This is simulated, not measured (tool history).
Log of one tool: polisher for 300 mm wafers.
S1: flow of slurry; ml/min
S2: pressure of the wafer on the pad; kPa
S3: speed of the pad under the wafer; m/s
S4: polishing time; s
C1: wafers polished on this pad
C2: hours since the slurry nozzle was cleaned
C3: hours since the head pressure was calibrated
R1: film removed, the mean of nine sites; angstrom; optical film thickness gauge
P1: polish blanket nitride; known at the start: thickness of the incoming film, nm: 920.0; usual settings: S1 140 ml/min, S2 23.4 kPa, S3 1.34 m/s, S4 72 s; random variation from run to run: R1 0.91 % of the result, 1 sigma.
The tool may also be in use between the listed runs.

Run 1, hour 10.7: S1 140 ml/min, S2 23.4 kPa, S3 1.34 m/s, S4 72 s; C1 324; C2 454.2; C3 668.4. Result: R1 1280.30 angstrom.
Run 2, hour 18.8: S1 210 ml/min, S2 23.4 kPa, S3 1.34 m/s, S4 72 s; C1 395; C2 462.3; C3 676.5. Result: R1 1377.80 angstrom.
At hour 21.7: head pressure recalibrated.
At hour 26.0: slurry nozzle cleaned.
Run 3, hour 28.3: S1 140 ml/min, S2 23.4 kPa, S3 1.34 m/s, S4 72 s; C1 479; C2 2.4; C3 6.7. Result: R1 1291.60 angstrom.
Run 4, hour 37.1: S1 140 ml/min, S2 23.4 kPa, S3 1.34 m/s, S4 33 s; C1 556; C2 11.2; C3 15.5. Result: R1 595.58 angstrom.
Run 5, hour 44.3: S1 140 ml/min, S2 23.4 kPa, S3 1.34 m/s, S4 91 s; C1 619; C2 18.4; C3 22.7. Result: R1 1640.30 angstrom.
Run 6, hour 54.2: S1 140 ml/min, S2 30.3 kPa, S3 1.34 m/s, S4 72 s; C1 706; C2 28.3; C3 32.6. Result: R1 1660.20 angstrom.
Run 7, hour 65.6: S1 140 ml/min, S2 23.4 kPa, S3 1.34 m/s, S4 72 s; C1 806; C2 39.7; C3 44.0. Result: R1 1316.50 angstrom.
Run 8, hour 71.2: S1 90 ml/min, S2 23.4 kPa, S3 1.96 m/s, S4 72 s; C1 855; C2 45.3; C3 49.6. Result: R1 1605.40 angstrom.
Run 9, hour 83.0: S1 140 ml/min, S2 23.4 kPa, S3 2.02 m/s, S4 72 s; C1 959; C2 57.1; C3 61.4. Result: R1 1773.20 angstrom.
Run 10, hour 91.3: S1 215 ml/min, S2 23.4 kPa, S3 1.34 m/s, S4 106 s; C1 1032; C2 65.4; C3 69.7. Result: R1 2011.40 angstrom.
Run 11, hour 97.8: S1 205 ml/min, S2 23.4 kPa, S3 0.62 m/s, S4 72 s; C1 1089; C2 71.9; C3 76.2. Result: R1 735.31 angstrom.
Run 12, hour 108.3: S1 85 ml/min, S2 23.4 kPa, S3 1.34 m/s, S4 72 s; C1 1181; C2 82.4; C3 86.7. Result: R1 1146.80 angstrom.
Run 13, hour 118.7: S1 140 ml/min, S2 11.7 kPa, S3 1.34 m/s, S4 72 s; C1 1273; C2 92.8; C3 97.1. Result: R1 648.12 angstrom.
Run 14, hour 124.2: S1 140 ml/min, S2 23.4 kPa, S3 1.34 m/s, S4 72 s; C1 1321; C2 98.3; C3 102.6. Result: R1 1302.10 angstrom.
Run 15, hour 132.1: S1 140 ml/min, S2 23.4 kPa, S3 1.34 m/s, S4 72 s; C1 1391; C2 106.2; C3 110.5. Result: R1 1311.70 angstrom.
Run 16, hour 140.5: S1 140 ml/min, S2 23.4 kPa, S3 1.34 m/s, S4 72 s; C1 1464; C2 114.6; C3 118.9. Result: R1 1288.80 angstrom.
Run 17, hour 149.6: S1 140 ml/min, S2 23.4 kPa, S3 0.72 m/s, S4 72 s; C1 1544; C2 123.7; C3 128.0. Result: R1 787.08 angstrom.
Run 18, hour 161.1: S1 140 ml/min, S2 23.4 kPa, S3 1.34 m/s, S4 72 s; C1 1645; C2 135.2; C3 139.5. Result: R1 1295.00 angstrom.
Run 19, hour 166.4: S1 140 ml/min, S2 23.4 kPa, S3 1.34 m/s, S4 72 s; C1 1692; C2 140.5; C3 144.8. Result: R1 1270.70 angstrom.
Run 20, hour 178.0: S1 140 ml/min, S2 23.4 kPa, S3 1.34 m/s, S4 72 s; C1 1794; C2 152.1; C3 156.4. Result: R1 1188.90 angstrom.
Run 21, hour 188.8: S1 140 ml/min, S2 23.4 kPa, S3 1.34 m/s, S4 72 s; C1 1889; C2 162.9; C3 167.2. Result: R1 1194.40 angstrom.
At hour 195.8: head pressure recalibrated.
Run 22, hour 197.5: S1 140 ml/min, S2 23.4 kPa, S3 1.34 m/s, S4 72 s; C1 1965; C2 171.6; C3 1.8. Result: R1 1172.70 angstrom.
Run 23, hour 206.6: S1 140 ml/min, S2 23.4 kPa, S3 1.34 m/s, S4 72 s; C1 2045; C2 180.7; C3 10.9. Result: R1 1181.50 angstrom.
Run 24, hour 217.9: S1 140 ml/min, S2 23.4 kPa, S3 1.34 m/s, S4 72 s; C1 2144; C2 192.0; C3 22.2. Result: R1 1169.40 angstrom.

What P1 gives has crept away from where it was. These 2 causes fit the log equally well, each at the size given:
A: slurry flow missing at the pad, % = 36.6
B: removal rate lost through wear of the pad, % = 9.83
The creep began at about hour 161.1.
Why every other cause is out:
head's pressure below its setpoint, %: serviced at hour 195.8, which brought nothing back

4 check runs are offered, each on 2 wafers whose results are averaged, their results left as question marks. Which one tells the causes apart?
Run check 1, hour 229.2: S1 140 ml/min, S2 17.9 kPa, S3 1.34 m/s, S4 72 s. Result: R1 ?.
Run check 2, hour 229.2: S1 140 ml/min, S2 13.1 kPa, S3 1.34 m/s, S4 72 s. Result: R1 ?.
Run check 3, hour 229.2: S1 140 ml/min, S2 23.4 kPa, S3 1.78 m/s, S4 72 s. Result: R1 ?.
Run check 4, hour 229.2: S1 85 ml/min, S2 28.3 kPa, S3 1.34 m/s, S4 72 s. Result: R1 ?.

What each check would give under each cause:
  check  result     if A     if B
check 1      R1   892.57   892.63
check 2      R1   652.26   652.30
check 3      R1  1464.90  1465.00
check 4      R1  1185.90  1253.80
How far apart the two closest causes lie, in the result that separates them most: check 1 0.01 %; check 2 0.01 %; check 3 0.01 %; check 4 5.56 %
Only check 4 tells the causes apart: in the others they would give nearly the same result.

Then check 4 was run and gave: R1 1245.20 angstrom. Which cause is it?

It is B: removal rate lost through wear of the pad, %.
